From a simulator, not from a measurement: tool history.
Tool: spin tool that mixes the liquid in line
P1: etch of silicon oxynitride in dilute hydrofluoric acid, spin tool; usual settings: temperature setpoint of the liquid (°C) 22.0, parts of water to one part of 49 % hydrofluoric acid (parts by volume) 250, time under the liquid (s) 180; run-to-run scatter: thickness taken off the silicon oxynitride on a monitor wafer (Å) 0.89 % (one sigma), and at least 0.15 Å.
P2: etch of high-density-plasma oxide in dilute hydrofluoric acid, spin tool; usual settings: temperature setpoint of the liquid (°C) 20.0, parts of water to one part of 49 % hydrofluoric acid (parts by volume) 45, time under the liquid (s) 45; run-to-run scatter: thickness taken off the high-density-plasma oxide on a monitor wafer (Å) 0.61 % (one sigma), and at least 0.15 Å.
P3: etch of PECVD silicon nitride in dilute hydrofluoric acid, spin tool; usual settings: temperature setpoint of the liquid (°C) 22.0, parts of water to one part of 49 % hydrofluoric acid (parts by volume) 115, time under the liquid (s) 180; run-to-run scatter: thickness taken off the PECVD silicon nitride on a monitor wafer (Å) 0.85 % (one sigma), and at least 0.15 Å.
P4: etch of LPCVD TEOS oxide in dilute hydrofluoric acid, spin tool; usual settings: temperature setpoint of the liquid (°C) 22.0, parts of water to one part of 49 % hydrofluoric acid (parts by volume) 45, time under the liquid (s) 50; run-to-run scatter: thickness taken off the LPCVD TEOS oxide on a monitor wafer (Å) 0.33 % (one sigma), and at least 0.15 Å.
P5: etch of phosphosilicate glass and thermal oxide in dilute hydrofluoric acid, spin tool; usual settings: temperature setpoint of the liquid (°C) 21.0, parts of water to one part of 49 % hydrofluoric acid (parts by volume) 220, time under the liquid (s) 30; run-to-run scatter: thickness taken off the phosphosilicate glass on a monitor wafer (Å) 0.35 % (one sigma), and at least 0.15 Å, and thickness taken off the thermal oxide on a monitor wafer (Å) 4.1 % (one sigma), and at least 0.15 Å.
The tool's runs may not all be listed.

run	day	process that ran	temperature setpoint of the liquid (°C)	parts of water to one part of 49 % hydrofluoric acid (parts by volume)	time under the liquid (s)	hours since the thermometer was replaced	hours since the hydrofluoric acid flow meter was replaced	thickness taken off the silicon oxynitride on a monitor wafer (Å)	thickness taken off the PECVD silicon nitride on a monitor wafer (Å)	thickness taken off the phosphosilicate glass on a monitor wafer (Å)	thickness taken off the thermal oxide on a monitor wafer (Å)	thickness taken off the high-density-plasma oxide on a monitor wafer (Å)	thickness taken off the LPCVD TEOS oxide on a monitor wafer (Å)
1	0.546	P1	22.0	250	180	601.1	432.5	28.7400					
2	0.967	P3	22.0	35	180	611.2	442.6		86.494				
3	1.358	P3	22.0	115	305	620.6	452.0		45.787				
4	1.871	P1	22.0	250	180	632.9	464.3	28.3670					
5	2.408	P1	27.0	55	180	645.8	477.2	188.7500					
6	2.754	P5	21.0	55	30	654.1	485.5			304.160	24.8380		
7	3.067	P3	22.0	115	180	661.6	493.0		26.860				
8	3.358	P2	20.0	45	45	668.6	500.0					49.992	
9	3.729	P4	22.0	70	50	677.5	508.9						115.900
10	4.117	P1	26.0	250	180	686.8	518.2	33.9610					
11	4.571	P1	17.0	250	305	697.7	529.1	38.8950					
12	5.000	P2	20.0	45	20	708.0	539.4					22.539	
13	5.325	P4	22.0	45	50	715.8	547.2						186.990
14	5.642	P1	22.0	135	180	723.4	554.8	56.7490					
15	6.117	P1	22.0	250	55	734.8	566.2	8.7191					
16	6.500	P1	22.0	250	180	744.0	575.4	28.7110					
17	7.000	P5	21.0	220	30	756.0	587.4			63.473	4.9432		
18	7.242	P3	27.5	115	180	761.8	593.2		38.819				
19	7.488	P5	17.0	220	30	767.7	599.1			54.502	4.1831		
20	7.958	P1	22.0	250	180	779.0	610.4	28.2640					
21	8.292	P1	17.0	250	180	787.0	618.4	22.2160					
22	8.804	P1	22.0	425	180	799.3	630.7	15.0050					
23	9.271	P4	29.0	45	50	810.5	641.9						249.720
24	9.650	P3	22.0	115	180	819.6	651.0		26.858				
25	9.929	P4	22.0	45	15	826.3	657.7						56.027
26	10.196	P2	24.5	45	45	832.7	664.1					60.097	
27	10.708	P1	22.0	250	355	845.0	676.4	56.0360					
28	11.233	P5	21.0	220	15	857.6	689.0			31.917	2.5263		
29	11.617	P2	20.0	45	45	866.8	698.2					50.529	
30	11.938	P2	20.0	75	45	874.5	705.9					28.952	
31	12.471	P1	22.0	250	180	887.3	718.7	28.9260					
32	12.812	P1	22.0	250	180	895.5	726.9	27.5020					
33	13.058	P1	22.0	250	180	901.4	732.8	26.6500					
34	13.438	P1	22.0	250	180	910.5	741.9	26.5350					
35	13.904	P1	22.0	250	180	921.7	753.1	27.0640					
36	14.262	P1	22.0	250	180	930.3	761.7	26.3660					
37	14.512	P1	22.0	250	180	936.3	767.7	26.6700					

What P1 gives has crept away from where it was. These 2 causes fit the log equally well, each at the size given:
A: hydrofluoric acid flow below the setpoint (%) = 5.76
B: liquid colder than its thermometer reads (K) = 1.56
The creep began at about day 12.471.

4 check runs are offered, each on 2 wafers whose results are averaged, their results left as question marks. Which one tells the causes apart?
check 1	14.762	P4	26.5	45	15								?
check 2	14.762	P5	17.0	55	30					?	?		
check 3	14.762	P2	20.0	70	45							?	
check 4	14.762	P3	22.0	60	285				?				

What each check would give under each cause:
check	result	if A	if B
check 1	thickness taken off the LPCVD TEOS oxide on a monitor wafer (Å)	63.227	63.202
check 2	thickness taken off the phosphosilicate glass on a monitor wafer (Å)	241.410	240.200
check 2	thickness taken off the thermal oxide on a monitor wafer (Å)	18.6870	18.5930
check 3	thickness taken off the high-density-plasma oxide on a monitor wafer (Å)	29.161	29.119
check 4	thickness taken off the PECVD silicon nitride on a monitor wafer (Å)	76.074	72.447
How far apart the two closest causes lie, in the result that separates them most: check 1 0.04 %; check 2 0.5 %; check 3 0.14 %; check 4 4.89 %
Check 4 tells the causes apart: in the others they would give nearly the same result.

Check 4 was then run and gave: thickness taken off the PECVD silicon nitride on a monitor wafer (Å) 75.995. Which cause is it?

It is A: hydrofluoric acid flow below the setpoint (%).
